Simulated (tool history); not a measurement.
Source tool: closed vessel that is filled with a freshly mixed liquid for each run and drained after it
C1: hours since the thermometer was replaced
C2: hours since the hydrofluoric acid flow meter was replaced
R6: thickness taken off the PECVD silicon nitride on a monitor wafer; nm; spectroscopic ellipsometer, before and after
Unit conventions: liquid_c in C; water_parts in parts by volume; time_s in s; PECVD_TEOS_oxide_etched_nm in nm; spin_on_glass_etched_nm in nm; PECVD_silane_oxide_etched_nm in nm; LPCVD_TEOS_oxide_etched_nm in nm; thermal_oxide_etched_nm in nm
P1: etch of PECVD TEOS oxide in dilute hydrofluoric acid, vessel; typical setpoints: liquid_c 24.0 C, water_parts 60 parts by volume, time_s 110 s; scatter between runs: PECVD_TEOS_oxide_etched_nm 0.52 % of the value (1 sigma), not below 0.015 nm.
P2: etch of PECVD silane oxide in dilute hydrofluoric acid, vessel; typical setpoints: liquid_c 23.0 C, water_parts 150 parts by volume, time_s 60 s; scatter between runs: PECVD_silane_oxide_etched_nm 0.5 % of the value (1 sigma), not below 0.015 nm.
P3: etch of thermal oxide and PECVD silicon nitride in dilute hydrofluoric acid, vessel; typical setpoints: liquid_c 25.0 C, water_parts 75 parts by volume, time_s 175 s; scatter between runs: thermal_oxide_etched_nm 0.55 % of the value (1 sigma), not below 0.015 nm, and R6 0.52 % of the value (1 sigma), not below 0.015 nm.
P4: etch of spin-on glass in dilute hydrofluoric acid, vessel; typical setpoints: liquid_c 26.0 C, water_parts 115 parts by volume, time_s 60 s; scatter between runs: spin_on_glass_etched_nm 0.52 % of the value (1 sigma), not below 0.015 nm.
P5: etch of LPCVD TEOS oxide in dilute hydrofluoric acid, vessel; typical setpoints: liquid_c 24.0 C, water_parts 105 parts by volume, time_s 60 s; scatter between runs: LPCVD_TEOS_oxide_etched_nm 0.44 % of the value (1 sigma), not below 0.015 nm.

Run 1, hour 10.2: process P1, liquid_c 24.0 C, water_parts 60 parts by volume, time_s 110 s; C1 619.4; C2 88.7. Result: PECVD_TEOS_oxide_etched_nm 44.872 nm.
Run 2, hour 18.1: process P1, liquid_c 31.5 C, water_parts 60 parts by volume, time_s 110 s; C1 627.3; C2 96.6. Result: PECVD_TEOS_oxide_etched_nm 60.287 nm.
Run 3, hour 25.1: process P1, liquid_c 24.0 C, water_parts 60 parts by volume, time_s 110 s; C1 634.3; C2 103.6. Result: PECVD_TEOS_oxide_etched_nm 45.000 nm.
Run 4, hour 31.1: process P4, liquid_c 20.5 C, water_parts 115 parts by volume, time_s 60 s; C1 640.3; C2 109.6. Result: spin_on_glass_etched_nm 18.974 nm.
Run 5, hour 38.7: process P1, liquid_c 24.0 C, water_parts 35 parts by volume, time_s 110 s; C1 647.9; C2 117.2. Result: PECVD_TEOS_oxide_etched_nm 79.392 nm.
Run 6, hour 44.1: process P2, liquid_c 23.0 C, water_parts 150 parts by volume, time_s 60 s; C1 653.3; C2 122.6. Result: PECVD_silane_oxide_etched_nm 13.1620 nm.
Run 7, hour 53.2: process P1, liquid_c 17.0 C, water_parts 60 parts by volume, time_s 55 s; C1 662.4; C2 131.7. Result: PECVD_TEOS_oxide_etched_nm 16.607 nm.
Run 8, hour 60.5: process P1, liquid_c 24.0 C, water_parts 60 parts by volume, time_s 110 s; C1 669.7; C2 139.0. Result: PECVD_TEOS_oxide_etched_nm 44.820 nm.
Run 9, hour 66.8: process P5, liquid_c 24.0 C, water_parts 105 parts by volume, time_s 95 s; C1 676.0; C2 145.3. Result: LPCVD_TEOS_oxide_etched_nm 32.071 nm.
Run 10, hour 73.2: process P5, liquid_c 30.5 C, water_parts 105 parts by volume, time_s 60 s; C1 682.4; C2 151.7. Result: LPCVD_TEOS_oxide_etched_nm 25.996 nm.
Run 11, hour 77.9: process P1, liquid_c 19.0 C, water_parts 35 parts by volume, time_s 110 s; C1 687.1; C2 156.4. Result: PECVD_TEOS_oxide_etched_nm 63.830 nm.
Run 12, hour 86.6: process P1, liquid_c 17.0 C, water_parts 60 parts by volume, time_s 110 s; C1 695.8; C2 165.1. Result: PECVD_TEOS_oxide_etched_nm 33.327 nm.
Run 13, hour 96.6: process P4, liquid_c 26.0 C, water_parts 115 parts by volume, time_s 30 s; C1 705.8; C2 175.1. Result: spin_on_glass_etched_nm 11.813 nm.
Run 14, hour 106.9: process P1, liquid_c 24.0 C, water_parts 60 parts by volume, time_s 110 s; C1 716.1; C2 185.4. Result: PECVD_TEOS_oxide_etched_nm 44.752 nm.
Run 15, hour 112.2: process P3, liquid_c 25.0 C, water_parts 35 parts by volume, time_s 175 s; C1 721.4; C2 190.7. Result: thermal_oxide_etched_nm 27.0000 nm, R6 10.5540 nm.
Run 16, hour 117.9: process P5, liquid_c 24.0 C, water_parts 20 parts by volume, time_s 60 s; C1 727.1; C2 196.4. Result: LPCVD_TEOS_oxide_etched_nm 118.870 nm.
Run 17, hour 122.9: process P2, liquid_c 23.0 C, water_parts 150 parts by volume, time_s 30 s; C1 732.1; C2 201.4. Result: PECVD_silane_oxide_etched_nm 6.5308 nm.
Run 18, hour 130.6: process P5, liquid_c 24.0 C, water_parts 105 parts by volume, time_s 60 s; C1 739.8; C2 209.1. Result: LPCVD_TEOS_oxide_etched_nm 20.372 nm.
Run 19, hour 139.2: process P3, liquid_c 25.0 C, water_parts 75 parts by volume, time_s 90 s; C1 748.4; C2 217.7. Result: thermal_oxide_etched_nm 6.0507 nm, R6 2.6098 nm.
Run 20, hour 146.7: process P1, liquid_c 24.0 C, water_parts 60 parts by volume, time_s 215 s; C1 755.9; C2 225.2. Result: PECVD_TEOS_oxide_etched_nm 87.470 nm.
Run 21, hour 153.5: process P1, liquid_c 24.0 C, water_parts 60 parts by volume, time_s 110 s; C1 762.7; C2 232.0. Result: PECVD_TEOS_oxide_etched_nm 44.318 nm.
Run 22, hour 159.6: process P4, liquid_c 26.0 C, water_parts 115 parts by volume, time_s 60 s; C1 768.8; C2 238.1. Result: spin_on_glass_etched_nm 23.604 nm.
Run 23, hour 168.8: process P1, liquid_c 24.0 C, water_parts 60 parts by volume, time_s 110 s; C1 778.0; C2 247.3. Result: PECVD_TEOS_oxide_etched_nm 44.602 nm.
Run 24, hour 173.7: process P2, liquid_c 23.0 C, water_parts 250 parts by volume, time_s 60 s; C1 782.9; C2 252.2. Result: PECVD_silane_oxide_etched_nm 7.0653 nm.
Run 25, hour 178.6: process P4, liquid_c 26.0 C, water_parts 165 parts by volume, time_s 60 s; C1 787.8; C2 257.1. Result: spin_on_glass_etched_nm 15.610 nm.
Run 26, hour 183.5: process P1, liquid_c 24.0 C, water_parts 60 parts by volume, time_s 40 s; C1 792.7; C2 262.0. Result: PECVD_TEOS_oxide_etched_nm 16.266 nm.
Run 27, hour 189.1: process P2, liquid_c 30.0 C, water_parts 150 parts by volume, time_s 60 s; C1 798.3; C2 267.6. Result: PECVD_silane_oxide_etched_nm 17.3320 nm.
Run 28, hour 195.5: process P2, liquid_c 23.0 C, water_parts 150 parts by volume, time_s 60 s; C1 804.7; C2 274.0. Result: PECVD_silane_oxide_etched_nm 13.2120 nm.
Run 29, hour 202.8: process P3, liquid_c 25.0 C, water_parts 75 parts by volume, time_s 175 s; C1 812.0; C2 281.3. Result: thermal_oxide_etched_nm 11.9270 nm, R6 5.0255 nm.
Run 30, hour 208.2: process P1, liquid_c 24.0 C, water_parts 95 parts by volume, time_s 110 s; C1 817.4; C2 286.7. Result: PECVD_TEOS_oxide_etched_nm 26.795 nm.
Run 31, hour 213.8: process P3, liquid_c 32.0 C, water_parts 75 parts by volume, time_s 175 s; C1 823.0; C2 292.3. Result: thermal_oxide_etched_nm 15.5610 nm, R6 7.9144 nm.
Run 32, hour 223.5: process P1, liquid_c 24.0 C, water_parts 60 parts by volume, time_s 110 s; C1 832.7; C2 302.0. Result: PECVD_TEOS_oxide_etched_nm 44.586 nm.
Run 33, hour 229.1: process P1, liquid_c 24.0 C, water_parts 60 parts by volume, time_s 110 s; C1 838.3; C2 307.6. Result: PECVD_TEOS_oxide_etched_nm 46.138 nm.
Run 34, hour 238.3: process P1, liquid_c 24.0 C, water_parts 60 parts by volume, time_s 110 s; C1 847.5; C2 316.8. Result: PECVD_TEOS_oxide_etched_nm 46.922 nm.
Run 35, hour 243.9: process P1, liquid_c 24.0 C, water_parts 60 parts by volume, time_s 110 s; C1 853.1; C2 322.4. Result: PECVD_TEOS_oxide_etched_nm 47.580 nm.
Run 36, hour 250.0: process P1, liquid_c 24.0 C, water_parts 60 parts by volume, time_s 110 s; C1 859.2; C2 328.5. Result: PECVD_TEOS_oxide_etched_nm 47.643 nm.
Run 37, hour 259.4: process P1, liquid_c 24.0 C, water_parts 60 parts by volume, time_s 110 s; C1 868.6; C2 337.9. Result: PECVD_TEOS_oxide_etched_nm 47.933 nm.
Run 38, hour 266.5: process P1, liquid_c 24.0 C, water_parts 60 parts by volume, time_s 110 s; C1 875.7; C2 345.0. Result: PECVD_TEOS_oxide_etched_nm 48.121 nm.

The output of P1 has drifted from where it used to be. Each of the 2 causes below, taken at the size shown beside it, accounts for the log equally well:
A: liquid hotter than its thermometer reads (K) = 1.68
B: hydrofluoric acid flow above the setpoint (%) = 6.53
The gradual shift began around hour 223.5.

Listed below are the offered check runs, one wafer per run, with question marks in place of results. For which of them would the causes give clearly different outcomes?
Run check 1, hour 273.6: process P5, liquid_c 24.0 C, water_parts 105 parts by volume, time_s 60 s. Result: LPCVD_TEOS_oxide_etched_nm ?.
Run check 2, hour 273.6: process P2, liquid_c 23.0 C, water_parts 150 parts by volume, time_s 60 s. Result: PECVD_silane_oxide_etched_nm ?.
Run check 3, hour 273.6: process P3, liquid_c 25.0 C, water_parts 75 parts by volume, time_s 175 s. Result: thermal_oxide_etched_nm ?, R6 ?.
Run check 4, hour 273.6: process P4, liquid_c 26.0 C, water_parts 115 parts by volume, time_s 60 s. Result: spin_on_glass_etched_nm ?.

How each check would come out, cause by cause:
  check                        result     if A     if B
check 1    LPCVD_TEOS_oxide_etched_nm   21.613   21.729
check 2  PECVD_silane_oxide_etched_nm  14.1150  14.2460
check 3       thermal_oxide_etched_nm  12.6940  12.7270
check 3                            R6   5.6242   5.3610
check 4       spin_on_glass_etched_nm   25.262   25.467
Smallest distance between any two causes, each pair judged by its most separating result, in per cent: check 1 0.54 %; check 2 0.92 %; check 3 4.79 %; check 4 0.81 %
Check 3 tells the causes apart: in the others they would give nearly the same result.

Running check 3 produced the following: thermal_oxide_etched_nm 12.8050 nm; R6 5.3613 nm. Which one of the listed causes fits?

The cause is B: hydrofluoric acid flow above the setpoint (%).

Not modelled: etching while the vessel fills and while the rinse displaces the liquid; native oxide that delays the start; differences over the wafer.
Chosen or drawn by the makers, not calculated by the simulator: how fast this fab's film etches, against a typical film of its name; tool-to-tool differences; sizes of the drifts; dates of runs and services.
